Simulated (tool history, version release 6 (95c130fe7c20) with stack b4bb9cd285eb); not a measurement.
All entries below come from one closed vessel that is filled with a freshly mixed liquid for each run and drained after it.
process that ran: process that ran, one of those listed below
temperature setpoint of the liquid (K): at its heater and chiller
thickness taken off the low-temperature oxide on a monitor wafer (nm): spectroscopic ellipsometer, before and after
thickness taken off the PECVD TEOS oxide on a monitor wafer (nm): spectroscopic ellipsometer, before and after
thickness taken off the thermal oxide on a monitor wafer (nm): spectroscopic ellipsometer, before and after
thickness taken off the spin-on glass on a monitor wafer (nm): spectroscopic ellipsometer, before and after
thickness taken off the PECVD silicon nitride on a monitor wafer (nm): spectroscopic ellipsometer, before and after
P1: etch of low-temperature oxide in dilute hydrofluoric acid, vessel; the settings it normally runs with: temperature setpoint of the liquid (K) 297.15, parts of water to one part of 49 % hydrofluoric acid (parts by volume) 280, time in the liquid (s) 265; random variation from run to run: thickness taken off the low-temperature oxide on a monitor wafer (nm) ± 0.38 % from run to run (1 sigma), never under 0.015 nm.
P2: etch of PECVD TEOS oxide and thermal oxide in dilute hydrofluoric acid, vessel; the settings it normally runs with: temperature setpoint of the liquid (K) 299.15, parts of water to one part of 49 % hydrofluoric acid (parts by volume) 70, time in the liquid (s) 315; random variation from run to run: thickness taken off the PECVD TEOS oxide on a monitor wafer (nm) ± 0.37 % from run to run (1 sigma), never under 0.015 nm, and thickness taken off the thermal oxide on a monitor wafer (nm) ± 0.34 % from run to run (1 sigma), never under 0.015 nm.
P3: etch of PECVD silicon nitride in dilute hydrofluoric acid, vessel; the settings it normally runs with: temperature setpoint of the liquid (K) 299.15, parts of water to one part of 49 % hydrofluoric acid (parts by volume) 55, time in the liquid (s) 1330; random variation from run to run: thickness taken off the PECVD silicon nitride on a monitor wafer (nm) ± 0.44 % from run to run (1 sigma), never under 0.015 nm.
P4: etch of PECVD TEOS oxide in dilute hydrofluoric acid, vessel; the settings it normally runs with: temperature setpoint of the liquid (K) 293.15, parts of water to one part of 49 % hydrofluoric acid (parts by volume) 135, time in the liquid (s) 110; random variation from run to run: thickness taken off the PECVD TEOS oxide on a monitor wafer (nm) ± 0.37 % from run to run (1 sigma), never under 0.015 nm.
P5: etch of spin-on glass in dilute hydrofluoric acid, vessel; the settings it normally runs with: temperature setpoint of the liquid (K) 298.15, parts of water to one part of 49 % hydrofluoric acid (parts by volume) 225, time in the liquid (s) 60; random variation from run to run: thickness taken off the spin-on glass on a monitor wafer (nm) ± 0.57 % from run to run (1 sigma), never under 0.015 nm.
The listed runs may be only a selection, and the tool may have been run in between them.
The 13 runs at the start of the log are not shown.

run,day,process that ran,temperature setpoint of the liquid (K),parts of water to one part of 49 % hydrofluoric acid (parts by volume),time in the liquid (s),hours since the thermometer was replaced,hours since the hydrofluoric acid flow meter was replaced,thickness taken off the low-temperature oxide on a monitor wafer (nm),thickness taken off the PECVD TEOS oxide on a monitor wafer (nm),thickness taken off the thermal oxide on a monitor wafer (nm),thickness taken off the spin-on glass on a monitor wafer (nm),thickness taken off the PECVD silicon nitride on a monitor wafer (nm)
14,5.729,P3,292.15,55,1330,2377.1,387.3,,,,,28.612
# day 5.888: thermometer replaced
15,6.183,P1,297.15,280,395,7.1,398.2,26.288,,,,
16,6.558,P1,297.15,85,265,16.1,407.2,71.756,,,,
17,7.017,P2,299.15,70,615,27.1,418.2,,101.25,48.055,,
18,7.508,P4,300.65,135,110,38.9,430,,11.587,,,
19,7.867,P1,292.15,175,265,47.5,438.6,25.674,,,,
20,8.15,P1,297.15,280,30,54.3,445.4,1.9853,,,,
21,8.633,P5,298.15,225,60,65.9,457,,,,13.182,
22,9.071,P3,299.15,25,1330,76.4,467.5,,,,,99.573
23,9.529,P4,293.15,205,110,87.4,478.5,,5.3592,,,
24,9.933,P4,293.15,135,55,97.1,488.2,,4.3279,,,
25,10.446,P2,299.15,70,315,109.4,500.5,,51.716,24.646,,
26,10.742,P1,297.15,440,265,116.5,507.6,9.6369,,,,
27,11.183,P1,297.15,280,265,127.1,518.2,17.596,,,,
28,11.629,P1,297.15,280,265,137.8,528.9,17.435,,,,
29,11.979,P5,298.15,400,60,146.2,537.3,,,,6.2533,
30,12.262,P4,293.15,135,110,153,544.1,,8.7237,,,
31,12.654,P1,297.15,280,265,162.4,553.5,17.716,,,,
32,13.192,P1,297.15,280,265,175.3,566.4,17.096,,,,
33,13.692,P1,297.15,280,265,187.3,578.4,16.87,,,,
34,13.975,P1,297.15,280,265,194.1,585.2,16.773,,,,
35,14.312,P1,297.15,280,265,202.2,593.3,16.581,,,,
36,14.621,P1,297.15,280,265,209.6,600.7,16.578,,,,

Run 37 comes next. What will it give?
37,15.146,P1,297.15,280,265,222.2,613.3,?,,,,

thickness taken off the low-temperature oxide on a monitor wafer (nm): 16.594

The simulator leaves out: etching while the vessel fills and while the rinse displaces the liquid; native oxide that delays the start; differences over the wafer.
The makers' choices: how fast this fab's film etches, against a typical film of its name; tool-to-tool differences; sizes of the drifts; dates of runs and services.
